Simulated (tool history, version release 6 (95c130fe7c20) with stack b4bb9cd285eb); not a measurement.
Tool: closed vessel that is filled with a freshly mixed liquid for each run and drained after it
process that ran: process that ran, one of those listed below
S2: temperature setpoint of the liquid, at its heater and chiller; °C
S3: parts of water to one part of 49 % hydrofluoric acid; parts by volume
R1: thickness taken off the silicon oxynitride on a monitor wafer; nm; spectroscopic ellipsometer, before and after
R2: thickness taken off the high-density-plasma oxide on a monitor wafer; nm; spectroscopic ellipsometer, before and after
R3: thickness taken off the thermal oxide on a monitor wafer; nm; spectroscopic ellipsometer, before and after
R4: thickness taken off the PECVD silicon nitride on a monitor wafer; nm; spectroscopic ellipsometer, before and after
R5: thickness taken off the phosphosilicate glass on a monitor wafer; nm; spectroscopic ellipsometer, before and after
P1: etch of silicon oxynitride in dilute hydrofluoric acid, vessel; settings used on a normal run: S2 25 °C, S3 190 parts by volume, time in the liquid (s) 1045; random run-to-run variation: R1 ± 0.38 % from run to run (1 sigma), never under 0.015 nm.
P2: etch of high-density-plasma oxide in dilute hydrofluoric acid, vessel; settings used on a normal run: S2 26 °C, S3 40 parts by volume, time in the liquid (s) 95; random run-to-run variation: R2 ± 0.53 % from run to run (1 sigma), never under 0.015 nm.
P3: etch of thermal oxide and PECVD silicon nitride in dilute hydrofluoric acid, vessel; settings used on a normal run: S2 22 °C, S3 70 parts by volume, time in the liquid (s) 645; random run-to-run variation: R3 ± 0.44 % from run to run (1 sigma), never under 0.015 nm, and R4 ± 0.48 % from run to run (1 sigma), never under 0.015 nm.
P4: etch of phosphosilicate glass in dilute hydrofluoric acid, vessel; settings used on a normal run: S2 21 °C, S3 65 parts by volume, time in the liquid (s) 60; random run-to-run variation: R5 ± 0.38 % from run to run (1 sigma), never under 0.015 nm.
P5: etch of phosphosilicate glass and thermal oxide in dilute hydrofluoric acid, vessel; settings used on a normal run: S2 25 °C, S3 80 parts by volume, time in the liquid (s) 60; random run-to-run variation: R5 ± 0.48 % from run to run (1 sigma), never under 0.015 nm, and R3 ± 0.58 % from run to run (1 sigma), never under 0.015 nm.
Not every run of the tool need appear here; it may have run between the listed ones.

run 1 day=0.508 | process_that_ran=P1 S2=25 S3=190 time_in_the_liquid_(s)=1045 | R1=11.488
run 2 day=0.983 | process_that_ran=P2 S2=21 S3=40 time_in_the_liquid_(s)=95 | R2=19.264
run 3 day=1.596 | process_that_ran=P3 S2=22 S3=70 time_in_the_liquid_(s)=250 | R3=16.065 R4=5.1286
run 4 day=2.221 | process_that_ran=P4 S2=21 S3=65 time_in_the_liquid_(s)=30 | R5=36.966
run 5 day=2.65 | process_that_ran=P1 S2=25 S3=190 time_in_the_liquid_(s)=1045 | R1=11.477
run 6 day=3.088 | process_that_ran=P1 S2=25 S3=115 time_in_the_liquid_(s)=1045 | R1=20.271
run 7 day=3.525 | process_that_ran=P1 S2=25 S3=190 time_in_the_liquid_(s)=1045 | R1=11.462
run 8 day=4.058 | process_that_ran=P2 S2=26 S3=40 time_in_the_liquid_(s)=95 | R2=23.771
run 9 day=4.55 | process_that_ran=P4 S2=21 S3=65 time_in_the_liquid_(s)=60 | R5=74.367
run 10 day=5.133 | process_that_ran=P2 S2=26 S3=70 time_in_the_liquid_(s)=95 | R2=13.012
run 11 day=5.829 | process_that_ran=P4 S2=21 S3=95 time_in_the_liquid_(s)=60 | R5=48.664
run 12 day=6.154 | process_that_ran=P3 S2=22 S3=70 time_in_the_liquid_(s)=645 | R3=41.657 R4=13.278
run 13 day=6.542 | process_that_ran=P5 S2=25 S3=145 time_in_the_liquid_(s)=60 | R3=1.887 R5=49.722
run 14 day=7.158 | process_that_ran=P5 S2=25 S3=80 time_in_the_liquid_(s)=60 | R3=3.6506 R5=97.221
run 15 day=7.696 | process_that_ran=P1 S2=25 S3=190 time_in_the_liquid_(s)=1045 | R1=11.431
run 16 day=8.329 | process_that_ran=P1 S2=25 S3=190 time_in_the_liquid_(s)=1930 | R1=21.095
run 17 day=9.038 | process_that_ran=P2 S2=26 S3=40 time_in_the_liquid_(s)=170 | R2=42.291
run 18 day=9.546 | process_that_ran=P5 S2=25 S3=80 time_in_the_liquid_(s)=30 | R3=1.8404 R5=48.643
run 19 day=10.05 | process_that_ran=P3 S2=22 S3=45 time_in_the_liquid_(s)=645 | R3=67.024 R4=20.454
run 20 day=10.683 | process_that_ran=P3 S2=22 S3=70 time_in_the_liquid_(s)=645 | R3=41.73 R4=13.404
run 21 day=11.133 | process_that_ran=P3 S2=18 S3=70 time_in_the_liquid_(s)=645 | R3=35.404 R4=10.198
run 22 day=11.733 | process_that_ran=P1 S2=25 S3=190 time_in_the_liquid_(s)=1045 | R1=11.436
run 23 day=12.396 | process_that_ran=P4 S2=21 S3=65 time_in_the_liquid_(s)=60 | R5=73.217
run 24 day=13.025 | process_that_ran=P2 S2=26 S3=40 time_in_the_liquid_(s)=95 | R2=23.649
run 25 day=13.446 | process_that_ran=P1 S2=20 S3=190 time_in_the_liquid_(s)=1045 | R1=9.1749
run 26 day=13.996 | process_that_ran=P1 S2=31.5 S3=190 time_in_the_liquid_(s)=1045 | R1=15.13
run 27 day=14.438 | process_that_ran=P1 S2=25 S3=190 time_in_the_liquid_(s)=1045 | R1=11.442
run 28 day=14.929 | process_that_ran=P1 S2=25 S3=190 time_in_the_liquid_(s)=1045 | R1=11.543
run 29 day=15.558 | process_that_ran=P5 S2=18 S3=80 time_in_the_liquid_(s)=60 | R3=2.7425 R5=74.031
run 30 day=16.096 | process_that_ran=P4 S2=17 S3=65 time_in_the_liquid_(s)=60 | R5=62.116
run 31 day=16.829 | process_that_ran=P1 S2=25 S3=265 time_in_the_liquid_(s)=1045 | R1=7.7629
run 32 day=17.488 | process_that_ran=P1 S2=21.5 S3=95 time_in_the_liquid_(s)=1045 | R1=21.038
run 33 day=18.071 | process_that_ran=P1 S2=25 S3=190 time_in_the_liquid_(s)=540 | R1=5.896
run 34 day=18.817 | process_that_ran=P1 S2=25 S3=190 time_in_the_liquid_(s)=1045 | R1=11.365
run 35 day=19.458 | process_that_ran=P1 S2=25 S3=190 time_in_the_liquid_(s)=1045 | R1=12.012
run 36 day=19.838 | process_that_ran=P1 S2=25 S3=190 time_in_the_liquid_(s)=1045 | R1=12.235
run 37 day=20.221 | process_that_ran=P1 S2=25 S3=190 time_in_the_liquid_(s)=1045 | R1=12.455
run 38 day=20.908 | process_that_ran=P1 S2=25 S3=190 time_in_the_liquid_(s)=1045 | R1=12.571
run 39 day=21.367 | process_that_ran=P1 S2=25 S3=190 time_in_the_liquid_(s)=1045 | R1=12.563
run 40 day=21.738 | process_that_ran=P1 S2=25 S3=190 time_in_the_liquid_(s)=1045 | R1=12.648
run 41 day=22.071 | process_that_ran=P1 S2=25 S3=190 time_in_the_liquid_(s)=1045 | R1=12.631

The output of P1 has drifted from where it used to be. Each of the 2 causes below, taken at the size shown beside it, accounts for the log equally well:
A: hydrofluoric acid flow above the setpoint (%) = 8.87
B: liquid hotter than its thermometer reads (K) = 2.22
The process output started creeping at around day 18.817.

Of the 4 check runs listed below, each run on one wafer and each result written as a question mark, which would let you distinguish the listed causes because they would give clearly different results?
run check 1 day=22.404 | process_that_ran=P2 S2=26 S3=40 time_in_the_liquid_(s)=95 | R2=?
run check 2 day=22.404 | process_that_ran=P5 S2=25 S3=80 time_in_the_liquid_(s)=60 | R3=? R5=?
run check 3 day=22.404 | process_that_ran=P4 S2=21 S3=65 time_in_the_liquid_(s)=60 | R5=?
run check 4 day=22.404 | process_that_ran=P3 S2=22 S3=70 time_in_the_liquid_(s)=645 | R3=? R4=?

What every check run would give for each of its results, assuming each possible cause in turn:
check=check_1 result=R2 if_A=25.913 if_B=25.921
check=check_2 result=R3 if_A=4.0424 if_B=4.0187
check=check_2 result=R5 if_A=107.28 if_B=106.66
check=check_3 result=R5 if_A=80.61 if_B=80.629
check=check_4 result=R3 if_A=45.688 if_B=45.627
check=check_4 result=R4 if_A=14.498 if_B=15.49
Distance between the nearest two causes, measured in the result of the check that separates them most: check 1 0.03 %; check 2 0.59 %; check 3 0.02 %; check 4 6.62 %
Check 4 distinguishes between the causes, while the remaining checks would return nearly the same result for all of them.

After running check 4, the following was obtained: R3 45.748 nm; R4 15.405 nm. Which cause does this point to?

Of the candidate causes, it is B: liquid hotter than its thermometer reads (K).

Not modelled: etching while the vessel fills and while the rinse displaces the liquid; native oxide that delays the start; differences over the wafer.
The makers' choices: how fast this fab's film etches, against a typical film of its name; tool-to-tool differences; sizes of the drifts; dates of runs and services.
